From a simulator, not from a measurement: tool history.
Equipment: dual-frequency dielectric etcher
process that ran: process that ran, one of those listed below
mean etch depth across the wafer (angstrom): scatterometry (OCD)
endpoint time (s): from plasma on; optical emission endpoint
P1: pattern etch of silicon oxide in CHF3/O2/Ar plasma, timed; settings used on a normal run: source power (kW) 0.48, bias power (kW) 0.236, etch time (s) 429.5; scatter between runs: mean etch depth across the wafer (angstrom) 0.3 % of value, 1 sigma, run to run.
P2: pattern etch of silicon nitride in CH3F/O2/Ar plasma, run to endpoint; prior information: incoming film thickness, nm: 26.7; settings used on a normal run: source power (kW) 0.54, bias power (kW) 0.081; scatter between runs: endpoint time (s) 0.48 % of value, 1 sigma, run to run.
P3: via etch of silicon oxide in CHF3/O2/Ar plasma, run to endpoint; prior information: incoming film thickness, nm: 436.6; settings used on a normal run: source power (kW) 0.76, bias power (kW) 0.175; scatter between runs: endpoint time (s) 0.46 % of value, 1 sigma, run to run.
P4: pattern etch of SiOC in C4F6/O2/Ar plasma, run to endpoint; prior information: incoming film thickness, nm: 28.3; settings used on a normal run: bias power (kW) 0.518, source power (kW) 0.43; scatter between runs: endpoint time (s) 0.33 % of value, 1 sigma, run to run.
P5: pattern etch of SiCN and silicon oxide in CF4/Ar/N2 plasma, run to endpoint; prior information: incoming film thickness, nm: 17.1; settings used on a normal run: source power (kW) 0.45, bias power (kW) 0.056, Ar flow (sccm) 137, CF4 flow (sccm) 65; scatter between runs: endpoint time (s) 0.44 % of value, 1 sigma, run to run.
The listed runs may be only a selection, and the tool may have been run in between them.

run,day,process that ran,source power (kW),bias power (kW),etch time (s),Ar flow (sccm),CF4 flow (sccm),hours since the last wet clean,hours since the last source power generator calibration,hours since the last bias power generator calibration,mean etch depth across the wafer (angstrom),endpoint time (s)
1,0.204,P1,0.48,0.236,429.5,,,124.9,3131.8,796,8357.6,
2,0.392,P5,0.45,0.07,,137,65,129.4,3136.3,800.5,,21.38
3,0.512,P3,0.76,0.175,,,,132.3,3139.2,803.4,,205.54
4,0.671,P1,0.48,0.236,429.5,,,136.1,3143,807.2,8395.9,
5,0.775,P1,0.65,0.236,429.5,,,138.6,3145.5,809.7,9341.9,
6,0.9,P3,0.5,0.175,,,,141.6,3148.5,812.7,,239.37
7,1.058,P4,0.55,0.518,,,,145.4,3152.3,816.5,,8.3055
8,1.154,P5,0.37,0.056,,137,65,147.7,3154.6,818.8,,27.683
9,1.304,P1,0.48,0.236,240,,,151.3,3158.2,822.4,4651.2,
10,1.429,P5,0.45,0.056,,178,65,154.3,3161.2,825.4,,24.375
11,1.629,P2,0.35,0.081,,,,159.1,3166,830.2,,40.045
12,1.838,P2,0.54,0.052,,,,164.1,3171,835.2,,38.881
13,2.021,P1,0.48,0.236,605.5,,,168.5,3175.4,839.6,11825,
# day 2.196: source power generator calibrated
14,2.233,P1,0.48,0.304,429.5,,,173.6,0.9,844.7,9178.6,
15,2.367,P1,0.33,0.236,429.5,,,176.8,4.1,847.9,7265,
16,2.5,P4,0.43,0.316,,,,180,7.3,851.1,,10.957
17,2.654,P5,0.45,0.056,,137,65,183.7,11,854.8,,23.281
18,2.771,P3,0.76,0.11,,,,186.5,13.8,857.6,,237.99
19,2.925,P5,0.45,0.056,,137,65,190.2,17.5,861.3,,23.416
20,3.029,P1,0.48,0.154,429.5,,,192.7,20,863.8,7234.4,
21,3.212,P1,0.48,0.236,429.5,,,197.1,24.4,868.2,8356.6,

Run 22 has not been measured yet. What should we expect?
22,3.425,P1,0.48,0.236,429.5,,,202.2,29.5,873.3,?,

mean etch depth across the wafer (angstrom): 8349.6

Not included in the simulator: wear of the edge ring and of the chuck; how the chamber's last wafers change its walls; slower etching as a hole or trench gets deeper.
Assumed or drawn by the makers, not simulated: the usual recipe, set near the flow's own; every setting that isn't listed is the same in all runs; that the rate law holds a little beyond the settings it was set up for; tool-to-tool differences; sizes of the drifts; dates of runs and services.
